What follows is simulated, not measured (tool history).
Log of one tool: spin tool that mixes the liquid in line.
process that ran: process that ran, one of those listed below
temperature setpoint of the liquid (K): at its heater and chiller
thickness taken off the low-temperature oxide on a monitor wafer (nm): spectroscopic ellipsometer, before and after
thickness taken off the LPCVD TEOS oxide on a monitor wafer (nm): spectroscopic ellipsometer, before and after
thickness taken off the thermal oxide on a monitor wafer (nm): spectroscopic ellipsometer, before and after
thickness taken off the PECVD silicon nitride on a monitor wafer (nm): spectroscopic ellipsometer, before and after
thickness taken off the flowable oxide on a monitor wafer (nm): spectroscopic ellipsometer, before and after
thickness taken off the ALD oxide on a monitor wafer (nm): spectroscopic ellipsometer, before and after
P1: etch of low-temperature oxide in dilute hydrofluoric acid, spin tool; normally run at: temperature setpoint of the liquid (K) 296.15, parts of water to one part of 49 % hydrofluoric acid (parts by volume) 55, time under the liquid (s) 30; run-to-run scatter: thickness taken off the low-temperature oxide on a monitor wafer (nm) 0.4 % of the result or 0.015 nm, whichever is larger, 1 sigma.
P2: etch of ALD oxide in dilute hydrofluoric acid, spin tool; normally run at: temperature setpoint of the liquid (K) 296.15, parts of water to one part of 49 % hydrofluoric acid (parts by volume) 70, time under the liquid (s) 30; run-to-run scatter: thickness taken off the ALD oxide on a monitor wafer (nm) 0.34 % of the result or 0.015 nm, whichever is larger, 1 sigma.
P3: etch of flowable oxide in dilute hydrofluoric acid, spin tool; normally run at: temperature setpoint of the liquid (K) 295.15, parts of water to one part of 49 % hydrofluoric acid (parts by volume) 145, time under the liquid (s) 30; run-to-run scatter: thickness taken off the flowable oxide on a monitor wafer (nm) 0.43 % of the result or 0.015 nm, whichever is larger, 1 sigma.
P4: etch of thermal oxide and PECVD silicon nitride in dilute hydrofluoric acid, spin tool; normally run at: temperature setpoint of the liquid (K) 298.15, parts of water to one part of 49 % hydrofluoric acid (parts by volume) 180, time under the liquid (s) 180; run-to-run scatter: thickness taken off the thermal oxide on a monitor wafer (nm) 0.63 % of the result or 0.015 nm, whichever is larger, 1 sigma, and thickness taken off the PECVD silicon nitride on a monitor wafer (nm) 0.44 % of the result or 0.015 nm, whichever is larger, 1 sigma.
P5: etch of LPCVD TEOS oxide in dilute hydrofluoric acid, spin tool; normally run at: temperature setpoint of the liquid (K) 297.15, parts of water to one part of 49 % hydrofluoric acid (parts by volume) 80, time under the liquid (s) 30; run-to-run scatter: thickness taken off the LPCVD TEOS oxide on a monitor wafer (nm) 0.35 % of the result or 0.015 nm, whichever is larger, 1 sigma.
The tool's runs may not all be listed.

run	hour	process that ran	temperature setpoint of the liquid (K)	parts of water to one part of 49 % hydrofluoric acid (parts by volume)	time under the liquid (s)	hours since the thermometer was replaced	hours since the hydrofluoric acid flow meter was replaced	thickness taken off the low-temperature oxide on a monitor wafer (nm)	thickness taken off the LPCVD TEOS oxide on a monitor wafer (nm)	thickness taken off the thermal oxide on a monitor wafer (nm)	thickness taken off the PECVD silicon nitride on a monitor wafer (nm)	thickness taken off the flowable oxide on a monitor wafer (nm)	thickness taken off the ALD oxide on a monitor wafer (nm)
1	6.3	P1	296.15	55	30	1837.1	528.6	14.53					
2	10.5	P5	297.15	80	30	1841.3	532.8		16.003				
3	13.8	P4	303.15	180	180	1844.6	536.1			5.5371	6.4623		
4	20.4	P1	299.65	55	15	1851.2	542.7	8.3914					
5	26.1	P1	296.15	55	30	1856.9	548.4	14.625					
6	30.3	P3	295.15	145	30	1861.1	552.6					4.598	
7	37	P1	292.15	55	30	1867.8	559.3	12.376					
# hour 42.1: hydrofluoric acid flow meter replaced
8	42.3	P3	295.15	245	30	1873.1	0.3					2.4635	
9	46.6	P1	296.15	55	45	1877.4	4.6	21.839					
10	53.5	P1	302.15	55	15	1884.3	11.5	9.2786					
11	59.8	P2	296.15	25	30	1890.6	17.8						42.994
12	66.7	P1	296.15	55	15	1897.5	24.7	7.285					
13	69.9	P2	290.15	70	30	1900.7	27.9						11.247
14	76	P1	296.15	55	30	1906.8	34	14.534					
15	81.7	P2	296.15	70	30	1912.5	39.7						14.553
16	86.1	P1	296.15	20	30	1916.9	44.1	42.088					
17	90.5	P1	296.15	100	30	1921.3	48.5	7.6254					
18	95.3	P1	301.65	55	30	1926.1	53.3	18.345					
19	99.2	P1	296.15	55	30	1930	57.2	14.587					
20	102.5	P5	297.15	80	15	1933.3	60.5		7.9903				
21	108.8	P3	295.15	145	60	1939.6	66.8					9.2287	
22	112.6	P4	298.15	320	180	1943.4	70.6			2.2448	2.6844		
23	116.2	P2	296.15	70	30	1947	74.2						14.411
24	120	P4	298.15	180	180	1950.8	78			4.6795	4.7306		
25	124.3	P5	297.15	30	30	1955.1	82.3		45.165				
26	130.7	P1	296.15	55	30	1961.5	88.7	14.501					
27	135.1	P2	296.15	70	15	1965.9	93.1						7.2388
28	140.3	P1	296.15	55	30	1971.1	98.3	14.578					
29	147.2	P3	290.15	145	30	1978	105.2					3.7791	
30	153.9	P4	298.15	180	295	1984.7	111.9			7.6311	7.7299		
31	157.4	P5	291.65	80	30	1988.2	115.4		12.741				
32	160.7	P1	296.15	55	30	1991.5	118.7	14.645					
33	166.5	P1	296.15	55	30	1997.3	124.5	14.194					
34	171.8	P1	296.15	55	30	2002.6	129.8	13.988					
35	178.7	P1	296.15	55	30	2009.5	136.7	13.973					
36	183.2	P1	296.15	55	30	2014	141.2	13.81					
37	187.2	P1	296.15	55	30	2018	145.2	13.786					
38	190.3	P1	296.15	55	30	2021.1	148.3	13.727					
39	196.2	P1	296.15	55	30	2027	154.2	13.662					
40	203	P1	296.15	55	30	2033.8	161	13.673					
41	208.2	P1	296.15	55	30	2039	166.2	13.733					

The next listed run, before its measurement:
42	212.3	P1	296.15	55	30	2043.1	170.3	?					

thickness taken off the low-temperature oxide on a monitor wafer (nm): 13.585
